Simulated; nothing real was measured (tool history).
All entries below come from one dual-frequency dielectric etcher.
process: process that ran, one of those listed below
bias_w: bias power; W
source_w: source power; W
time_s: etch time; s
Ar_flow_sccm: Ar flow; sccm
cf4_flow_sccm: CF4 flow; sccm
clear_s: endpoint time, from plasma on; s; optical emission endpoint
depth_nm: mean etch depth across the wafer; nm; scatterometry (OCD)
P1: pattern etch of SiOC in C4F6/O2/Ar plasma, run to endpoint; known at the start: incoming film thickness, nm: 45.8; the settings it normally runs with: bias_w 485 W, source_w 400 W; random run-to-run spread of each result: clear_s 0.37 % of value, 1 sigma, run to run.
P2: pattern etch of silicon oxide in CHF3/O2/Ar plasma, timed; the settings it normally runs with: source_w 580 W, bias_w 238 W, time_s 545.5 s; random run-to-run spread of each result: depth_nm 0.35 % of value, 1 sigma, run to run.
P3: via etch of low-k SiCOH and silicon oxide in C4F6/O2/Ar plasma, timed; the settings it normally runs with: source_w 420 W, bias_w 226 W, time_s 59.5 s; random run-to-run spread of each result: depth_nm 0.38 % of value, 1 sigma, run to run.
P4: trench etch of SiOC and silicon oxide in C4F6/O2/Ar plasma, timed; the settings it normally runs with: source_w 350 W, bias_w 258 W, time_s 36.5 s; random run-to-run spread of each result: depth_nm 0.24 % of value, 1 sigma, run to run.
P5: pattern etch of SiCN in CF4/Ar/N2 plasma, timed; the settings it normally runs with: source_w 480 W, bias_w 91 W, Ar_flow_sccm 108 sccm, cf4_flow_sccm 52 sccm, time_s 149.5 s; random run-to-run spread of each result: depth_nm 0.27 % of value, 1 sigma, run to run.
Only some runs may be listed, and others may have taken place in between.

run,hour,process,bias_w,source_w,time_s,Ar_flow_sccm,cf4_flow_sccm,hours since the last wet clean,hours since the last bias power generator calibration,hours since the last source power generator calibration,clear_s,depth_nm
1,11.6,P1,485,400,,,,461.5,1694.2,1865.5,15.304,
2,23.8,P4,258,350,50,,,473.7,1706.4,1877.7,,104.62
3,31.4,P1,485,400,,,,481.3,1714,1885.3,15.258,
4,39.6,P5,91,480,149.5,108,52,489.5,1722.2,1893.5,,138.73
5,48.1,P2,300,580,545.5,,,498,1730.7,1902,,1261.5
6,59,P4,258,350,36.5,,,508.9,1741.6,1912.9,,76.459
7,67.9,P4,324,350,36.5,,,517.8,1750.5,1921.8,,82.926
8,75,P1,485,240,,,,524.9,1757.6,1928.9,18.49,
9,86,P1,485,500,,,,535.9,1768.6,1939.9,14.046,
10,95,P1,661,540,,,,544.9,1777.6,1948.9,12.152,
11,101.8,P1,485,400,,,,551.7,1784.4,1955.7,15.283,
12,113.8,P1,485,400,,,,563.7,1796.4,1967.7,15.324,
13,127.3,P1,672,400,,,,577.2,1809.9,1981.2,13.626,
14,134.3,P2,238,580,300,,,584.2,1816.9,1988.2,,635.49
15,146.7,P2,238,580,545.5,,,596.6,1829.3,2000.6,,1160.2
16,156.5,P3,301,420,59.5,,,606.4,1839.1,2010.4,,203.97
17,168.4,P5,91,300,149.5,108,52,618.3,1851,2022.3,,92.195
18,181.7,P4,258,230,36.5,,,631.6,1864.3,2035.6,,65.513
19,189.8,P1,485,400,,,,639.7,1872.4,2043.7,15.241,
20,201.8,P5,91,480,149.5,108,36,651.7,1884.4,2055.7,,130.33
21,209.5,P5,126,480,149.5,108,52,659.4,1892.1,2063.4,,157.43
22,221.1,P3,226,420,83.5,,,671,1903.7,2075,,259.06
23,232.1,P3,226,280,59.5,,,682,1914.7,2086,,158.02
24,239.5,P2,238,350,545.5,,,689.4,1922.1,2093.4,,952.57
25,249.4,P3,226,420,59.5,,,699.3,1932,2103.3,,183.8
26,262.6,P1,485,400,,,,712.5,1945.2,2116.5,15.277,
27,273.8,P1,308,400,,,,723.7,1956.4,2127.7,18.046,
28,286.6,P1,404,520,,,,736.5,1969.2,2140.5,14.798,
29,292.7,P5,91,480,149.5,149,52,742.6,1975.3,2146.6,,131.93
30,304.9,P5,91,480,82,108,52,754.8,1987.5,2158.8,,76.274
31,316.8,P2,238,580,545.5,,,766.7,1999.4,2170.7,,1157.7
32,327.3,P1,485,400,,,,777.2,2009.9,2181.2,15.292,
33,339.2,P1,485,400,,,,789.1,2021.8,2193.1,15.431,
34,347.5,P1,485,400,,,,797.4,2030.1,2201.4,15.585,
35,355.6,P1,485,400,,,,805.5,2038.2,2209.5,15.427,
# hour 360.8: wet clean of the chamber
36,364.6,P1,485,400,,,,3.8,2047.2,2218.5,15.554,
37,377.5,P1,485,400,,,,16.7,2060.1,2231.4,15.541,
38,386.7,P1,485,400,,,,25.9,2069.3,2240.6,15.572,
39,398.4,P1,485,400,,,,37.6,2081,2252.3,15.557,
40,410.8,P1,485,400,,,,50,2093.4,2264.7,15.515,

The log shows P1 creeping away from where it was. Any of the 2 causes listed here, at the size stated for it, fits the log just as well as the others:
A: bias power that arrives under what is set, % = 4.85
B: source power that arrives under what is set, % = 4.87
The gradual shift began around hour 327.3.
Excluded causes, each with its reason:
chamber walls in a state that lowers the etch rate, %: work on it at hour 360.8, done after the drift set in, did not restore what the process gave before

Consider the 4 single-wafer check runs listed below, results given as question marks: which one distinguishes between the causes by giving clearly different results for each?
check 1,423.2,P2,238,410,305,,,,,,,?
check 2,423.2,P3,300,420,79,,,,,,,?
check 3,423.2,P5,126,320,149.5,108,52,,,,,?
check 4,423.2,P4,258,270,36.5,,,,,,,?

Expected result of each check under each candidate cause:
check,result,if A,if B
check 1,depth_nm,558.38,557.98
check 2,depth_nm,264.56,264.11
check 3,depth_nm,108.84,106.4
check 4,depth_nm,68.11,68
How far apart the two closest causes lie, in the result that separates them most: check 1 0.07 %; check 2 0.17 %; check 3 2.26 %; check 4 0.16 %
The other checks would show nearly matching results whichever cause is true, so check 3 is the only one that separates the causes.

After running check 3, the following was obtained: depth_nm 106.03 nm. Which cause does this point to?

The cause is B: source power that arrives under what is set, %.
